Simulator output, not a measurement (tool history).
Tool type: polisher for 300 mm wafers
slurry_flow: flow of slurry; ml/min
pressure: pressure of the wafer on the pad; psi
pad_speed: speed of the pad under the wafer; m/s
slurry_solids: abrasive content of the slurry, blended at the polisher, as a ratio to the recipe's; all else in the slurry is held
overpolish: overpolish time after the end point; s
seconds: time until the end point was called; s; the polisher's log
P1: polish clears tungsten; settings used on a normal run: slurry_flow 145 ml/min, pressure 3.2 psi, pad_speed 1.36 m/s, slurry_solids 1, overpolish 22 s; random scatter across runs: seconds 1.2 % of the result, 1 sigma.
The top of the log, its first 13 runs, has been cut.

run	hour	slurry_flow	pressure	pad_speed	slurry_solids	overpolish	wafers polished on this pad	hours since the slurry nozzle was cleaned	hours since the head pressure was calibrated	hours since the slurry blender was calibrated	hours since the slurry got fresh peroxide	seconds
14	43.5	145	3.2	1.36	1	22	908	231.8	697.4	6.4	6.4	96.225
15	45.7	225	3.2	1.36	1	22	925	234	699.6	8.6	8.6	92.007
16	47.7	145	2.1	1.36	1	22	940	236	701.6	10.6	10.6	149.17
17	49.7	85	3.2	1.36	1	22	955	238	703.6	12.6	12.6	112.5
18	53.9	145	3.2	1.36	0.8	8	987	242.2	707.8	16.8	16.8	104.01
19	57.2	145	3.2	1.36	1	22	1013	245.5	711.1	20.1	20.1	99.673
20	60.5	145	3.2	1.36	1	22	1038	248.8	714.4	23.4	23.4	101.36
21	64.3	145	3.2	1.36	1	22	1067	252.6	718.2	27.2	27.2	100.93
22	67	145	3.2	1.36	1	22	1087	255.3	720.9	29.9	29.9	102.25
23	71.1	145	3.2	1.36	1	22	1119	259.4	725	34	34	105.33
# hour 73.3: slurry tank refilled with fresh slurry and peroxide
24	74.8	145	3.2	1.36	1	22	1147	263.1	728.7	37.7	1.6	102.87
# hour 75.5: head pressure recalibrated
25	77.3	145	3.2	1.36	1	22	1166	265.6	1.8	40.2	4.1	104.66
# hour 78.7: worn pad replaced by a new one
26	80	145	3.2	1.36	1	22	9	268.3	4.5	42.9	6.8	107.14
27	82.6	145	3.2	1.36	1	22	29	270.9	7.1	45.5	9.4	105.4
28	84.7	145	3.2	1.36	1	22	45	273	9.2	47.6	11.5	107.43
29	87.2	145	3.2	1.36	1	22	64	275.5	11.7	50.1	14	103.19

For run 30, what comes out?
30	89.2	145	3.2	1.36	1	22	80	277.5	13.7	52.1	16	?

seconds: 107.52 s

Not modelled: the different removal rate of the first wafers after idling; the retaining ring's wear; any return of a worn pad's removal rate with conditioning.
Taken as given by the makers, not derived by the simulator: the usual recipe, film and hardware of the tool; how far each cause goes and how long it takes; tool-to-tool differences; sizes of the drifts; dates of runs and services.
